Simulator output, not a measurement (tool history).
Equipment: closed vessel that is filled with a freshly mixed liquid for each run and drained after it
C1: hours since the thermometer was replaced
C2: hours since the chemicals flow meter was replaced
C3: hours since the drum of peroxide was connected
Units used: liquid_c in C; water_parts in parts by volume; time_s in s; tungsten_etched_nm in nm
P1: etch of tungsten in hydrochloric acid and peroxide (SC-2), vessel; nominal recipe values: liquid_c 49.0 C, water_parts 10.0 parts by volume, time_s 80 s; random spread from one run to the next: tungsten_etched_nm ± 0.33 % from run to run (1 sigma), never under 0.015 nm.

run 1 hour=5.5 | liquid_c=49.0 water_parts=10.0 time_s=80 | C1=273.8 C2=805.7 C3=969.9 | tungsten_etched_nm=16.8770
run 2 hour=9.4 | liquid_c=49.0 water_parts=10.0 time_s=80 | C1=277.7 C2=809.6 C3=973.8 | tungsten_etched_nm=16.8390
run 3 hour=13.1 | liquid_c=61.5 water_parts=10.0 time_s=80 | C1=281.4 C2=813.3 C3=977.5 | tungsten_etched_nm=38.0220
run 4 hour=18.9 | liquid_c=49.0 water_parts=4.0 time_s=80 | C1=287.2 C2=819.1 C3=983.3 | tungsten_etched_nm=33.6980
run 5 hour=25.1 | liquid_c=49.0 water_parts=15.5 time_s=80 | C1=293.4 C2=825.3 C3=989.5 | tungsten_etched_nm=11.5600
run 6 hour=28.3 | liquid_c=49.0 water_parts=10.0 time_s=80 | C1=296.6 C2=828.5 C3=992.7 | tungsten_etched_nm=16.8770
run 7 hour=32.4 | liquid_c=36.0 water_parts=10.0 time_s=80 | C1=300.7 C2=832.6 C3=996.8 | tungsten_etched_nm=6.8543
run 8 hour=38.2 | liquid_c=49.0 water_parts=10.0 time_s=160 | C1=306.5 C2=838.4 C3=1002.6 | tungsten_etched_nm=33.7180
run 9 hour=43.6 | liquid_c=49.0 water_parts=10.0 time_s=80 | C1=311.9 C2=843.8 C3=1008.0 | tungsten_etched_nm=16.8180
run 10 hour=48.5 | liquid_c=39.0 water_parts=17.5 time_s=80 | C1=316.8 C2=848.7 C3=1012.9 | tungsten_etched_nm=5.1874
run 11 hour=55.0 | liquid_c=49.0 water_parts=10.0 time_s=30 | C1=323.3 C2=855.2 C3=1019.4 | tungsten_etched_nm=6.3047
run 12 hour=58.1 | liquid_c=49.0 water_parts=10.0 time_s=80 | C1=326.4 C2=858.3 C3=1022.5 | tungsten_etched_nm=16.8020
run 13 hour=61.8 | liquid_c=49.0 water_parts=10.0 time_s=80 | C1=330.1 C2=862.0 C3=1026.2 | tungsten_etched_nm=17.2310
run 14 hour=67.5 | liquid_c=49.0 water_parts=10.0 time_s=80 | C1=335.8 C2=867.7 C3=1031.9 | tungsten_etched_nm=17.5750
run 15 hour=73.1 | liquid_c=49.0 water_parts=10.0 time_s=80 | C1=341.4 C2=873.3 C3=1037.5 | tungsten_etched_nm=17.8960
run 16 hour=77.6 | liquid_c=49.0 water_parts=10.0 time_s=80 | C1=345.9 C2=877.8 C3=1042.0 | tungsten_etched_nm=17.9900
run 17 hour=81.3 | liquid_c=49.0 water_parts=10.0 time_s=80 | C1=349.6 C2=881.5 C3=1045.7 | tungsten_etched_nm=18.0850
run 18 hour=87.7 | liquid_c=49.0 water_parts=10.0 time_s=80 | C1=356.0 C2=887.9 C3=1052.1 | tungsten_etched_nm=18.1830
run 19 hour=92.6 | liquid_c=49.0 water_parts=10.0 time_s=80 | C1=360.9 C2=892.8 C3=1057.0 | tungsten_etched_nm=18.1370
run 20 hour=97.3 | liquid_c=49.0 water_parts=10.0 time_s=80 | C1=365.6 C2=897.5 C3=1061.7 | tungsten_etched_nm=18.3130
run 21 hour=103.5 | liquid_c=49.0 water_parts=10.0 time_s=80 | C1=371.8 C2=903.7 C3=1067.9 | tungsten_etched_nm=18.3550
run 22 hour=108.2 | liquid_c=49.0 water_parts=10.0 time_s=80 | C1=376.5 C2=908.4 C3=1072.6 | tungsten_etched_nm=18.4220
run 23 hour=114.2 | liquid_c=49.0 water_parts=10.0 time_s=80 | C1=382.5 C2=914.4 C3=1078.6 | tungsten_etched_nm=18.3730

What P1 gives has crept away from where it was. These 2 causes fit the log equally well, each at the size given:
A: liquid hotter than its thermometer reads (K) = 1.25
B: chemicals flow above the setpoint (%) = 10.6
The creep began at about hour 58.1.
All other causes, with the reason each is excluded:
peroxide weaker than its label (%): at most 8, giving a -7.4 % change in tungsten_etched_nm: too small, or against the direction of the creep

Below are 4 check runs, each averaged over 2 wafers, with their results shown as question marks. Which of them would give clearly different results depending on which cause is behind the drift?
run check 1 hour=120.2 | liquid_c=55.5 water_parts=10.0 time_s=35 | tungsten_etched_nm=?
run check 2 hour=120.2 | liquid_c=42.5 water_parts=4.0 time_s=80 | tungsten_etched_nm=?
run check 3 hour=120.2 | liquid_c=60.0 water_parts=10.0 time_s=30 | tungsten_etched_nm=?
run check 4 hour=120.2 | liquid_c=49.0 water_parts=10.0 time_s=155 | tungsten_etched_nm=?

Outcome of each check run for each possible cause:
check=check_1 result=tungsten_etched_nm if_A=12.2640 if_B=12.3000
check=check_2 result=tungsten_etched_nm if_A=23.5880 if_B=23.0960
check=check_3 result=tungsten_etched_nm if_A=13.9650 if_B=14.0360
check=check_4 result=tungsten_etched_nm if_A=35.5370 if_B=35.5250
Per-check spread between the two closest causes, in the result where they differ most: check 1 0.29 %; check 2 2.1 %; check 3 0.51 %; check 4 0.03 %
Of the check runs offered, only check 2 discriminates between the causes; the rest would read about the same regardless of which cause applies.

With check 2 done, the readings were: tungsten_etched_nm 23.4920 nm. Identify which of the listed causes applies.

Of the candidate causes, it is A: liquid hotter than its thermometer reads (K).
